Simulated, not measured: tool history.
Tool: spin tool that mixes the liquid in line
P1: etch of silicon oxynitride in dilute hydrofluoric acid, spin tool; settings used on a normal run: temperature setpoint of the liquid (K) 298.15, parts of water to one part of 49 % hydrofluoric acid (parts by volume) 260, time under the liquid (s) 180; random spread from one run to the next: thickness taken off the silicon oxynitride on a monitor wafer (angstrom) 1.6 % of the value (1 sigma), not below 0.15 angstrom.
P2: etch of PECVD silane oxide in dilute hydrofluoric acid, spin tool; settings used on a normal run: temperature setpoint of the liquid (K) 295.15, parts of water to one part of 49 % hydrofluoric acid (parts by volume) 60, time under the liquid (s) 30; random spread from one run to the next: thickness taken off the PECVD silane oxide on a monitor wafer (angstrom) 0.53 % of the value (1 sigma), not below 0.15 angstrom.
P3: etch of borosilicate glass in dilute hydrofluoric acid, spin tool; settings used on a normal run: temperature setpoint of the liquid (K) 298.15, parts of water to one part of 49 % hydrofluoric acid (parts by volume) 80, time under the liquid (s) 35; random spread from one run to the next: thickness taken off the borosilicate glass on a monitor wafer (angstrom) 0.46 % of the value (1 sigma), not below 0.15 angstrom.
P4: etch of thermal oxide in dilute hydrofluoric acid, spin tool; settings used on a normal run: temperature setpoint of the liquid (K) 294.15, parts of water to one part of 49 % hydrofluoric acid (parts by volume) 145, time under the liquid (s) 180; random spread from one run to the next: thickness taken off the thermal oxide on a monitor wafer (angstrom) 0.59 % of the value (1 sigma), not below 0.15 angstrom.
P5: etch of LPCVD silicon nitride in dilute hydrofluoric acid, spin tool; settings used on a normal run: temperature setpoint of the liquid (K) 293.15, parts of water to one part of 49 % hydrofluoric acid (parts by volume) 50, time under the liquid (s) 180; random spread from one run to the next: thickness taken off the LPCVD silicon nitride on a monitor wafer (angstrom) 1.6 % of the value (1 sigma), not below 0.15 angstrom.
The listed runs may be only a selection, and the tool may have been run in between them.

run     day  process that ran  temperature setpoint of the liquid (K)  parts of water to one part of 49 % hydrofluoric acid (parts by volume)  time under the liquid (s)  thickness taken off the silicon oxynitride on a monitor wafer (angstrom)  thickness taken off the thermal oxide on a monitor wafer (angstrom)  thickness taken off the LPCVD silicon nitride on a monitor wafer (angstrom)  thickness taken off the PECVD silane oxide on a monitor wafer (angstrom)  thickness taken off the borosilicate glass on a monitor wafer (angstrom)
  1   0.629                P1                                  298.15                                                                     260                        180                                                                    14.937
  2   0.933                P4                                  290.15                                                                     145                        180                                                                                                                                         41.204
  3     1.3                P5                                  296.65                                                                      50                        180                                                                                                                                                                                                                      19.808
  4   1.896                P4                                  294.15                                                                      95                        180                                                                                                                                         78.196
  5   2.412                P2                                  295.15                                                                      60                         30                                                                                                                                                                                                                                                                                                128.25
  6   3.029                P4                                  294.15                                                                     145                         55                                                                                                                                         14.702
  7   3.492                P3                                  298.15                                                                      80                         35                                                                                                                                                                                                                                                                                                                                                                          136.79
  8   3.833                P1                                  298.15                                                                     260                         80                                                                     6.679
  9   4.196                P1                                  298.15                                                                     260                        180                                                                    15.266
 10   4.858                P2                                  295.15                                                                      60                         55                                                                                                                                                                                                                                                                                                 234.6
 11   5.483                P3                                  298.15                                                                      80                         35                                                                                                                                                                                                                                                                                                                                                                          136.35
      5.621  -- thermometer replaced
 12   5.812                P1                                  298.15                                                                     400                        285                                                                    13.409
 13   6.162                P1                                  294.65                                                                     260                        180                                                                    12.663
 14   6.533                P1                                  301.65                                                                     260                         90                                                                    8.7124
 15   7.162                P5                                  293.15                                                                      50                        280                                                                                                                                                                                                                      24.818
 16   7.667                P1                                  298.15                                                                     260                        180                                                                    14.721
 17   7.992                P1                                  298.15                                                                     260                        180                                                                    14.181
 18   8.562                P1                                  305.15                                                                     260                        180                                                                    19.567
 19   8.904                P4                                  294.15                                                                     145                        180                                                                                                                                         48.201
 20   9.471                P5                                  293.15                                                                      30                        180                                                                                                                                                                                                                      26.075
 21    9.85                P1                                  304.15                                                                     260                        305                                                                    31.951
 22  10.304                P1                                  298.15                                                                     260                        180                                                                    15.212
 23  10.929                P2                                  290.65                                                                      60                         30                                                                                                                                                                                                                                                                                                107.21
 24  11.304                P2                                  295.15                                                                      25                         30                                                                                                                                                                                                                                                                                                 323.9
 25  11.871                P1                                  298.15                                                                     260                        285                                                                    23.206
 26  12.167                P4                                  294.15                                                                     145                        180                                                                                                                                         48.277
 27  12.604                P1                                  298.15                                                                     260                        180                                                                    15.066
 28  13.021                P3                                  298.15                                                                     120                         35                                                                                                                                                                                                                                                                                                                                                                          86.594
 29  13.471                P5                                  293.15                                                                      50                        180                                                                                                                                                                                                                      15.818
 30  13.817                P3                                  298.15                                                                      80                         60                                                                                                                                                                                                                                                                                                                                                                          234.96
 31  14.188                P1                                  298.15                                                                     380                        180                                                                    9.4683
 32    14.8                P1                                  298.15                                                                     115                        180                                                                    37.359
 33  15.179                P3                                  292.65                                                                      80                         35                                                                                                                                                                                                                                                                                                                                                                          108.36
 34  15.808                P1                                  298.15                                                                     260                        180                                                                    14.907
 35  16.288                P1                                  298.15                                                                     260                        180                                                                    16.184
 36  16.654                P1                                  298.15                                                                     260                        180                                                                    15.933
 37  17.079                P1                                  298.15                                                                     260                        180                                                                    16.315
 38    17.5                P1                                  298.15                                                                     260                        180                                                                    16.072
 39  18.062                P1                                  298.15                                                                     260                        180                                                                     16.28
 40  18.479                P1                                  298.15                                                                     260                        180                                                                     16.82

The log shows P1 creeping away from where it was. Any of the 2 causes listed here, at the size stated for it, fits the log just as well as the others:
A: liquid hotter than its thermometer reads (K) = 2.21
B: hydrofluoric acid flow above the setpoint (%) = 8.19
At approximately day 15.808, the process output began to creep.

4 check runs are offered, each on 3 wafers whose results are averaged, their results left as question marks. Which one tells the causes apart?
check 1  18.896                P3                                  298.15                                                                      80                         35                                                                                                                                                                                                                                                                                                                                                                               ?
check 2  18.896                P5                                  293.15                                                                      50                        180                                                                                                                                                                                                                           ?
check 3  18.896                P4                                  294.15                                                                     145                        180                                                                                                                                              ?
check 4  18.896                P2                                  295.15                                                                      60                         30                                                                                                                                                                                                                                                                                                     ?

Predicted outcomes, by check and by cause:
  check                                                                       result    if A    if B
check 1     thickness taken off the borosilicate glass on a monitor wafer (angstrom)  149.14  149.06
check 2  thickness taken off the LPCVD silicon nitride on a monitor wafer (angstrom)  18.542  17.191
check 3          thickness taken off the thermal oxide on a monitor wafer (angstrom)  52.598   52.82
check 4     thickness taken off the PECVD silane oxide on a monitor wafer (angstrom)  140.81  139.89
Minimum pairwise separation of causes per check, each pair taken at its best-separating result: check 1 0.06 %; check 2 7.57 %; check 3 0.42 %; check 4 0.65 %
Only in check 2 would the causes give clearly different results; in the remaining checks their results would be nearly the same.

Check 2 has now been run. It gave: thickness taken off the LPCVD silicon nitride on a monitor wafer (angstrom) 17.145. Which of the candidate causes is it?

The correct cause is B, namely: hydrofluoric acid flow above the setpoint (%).
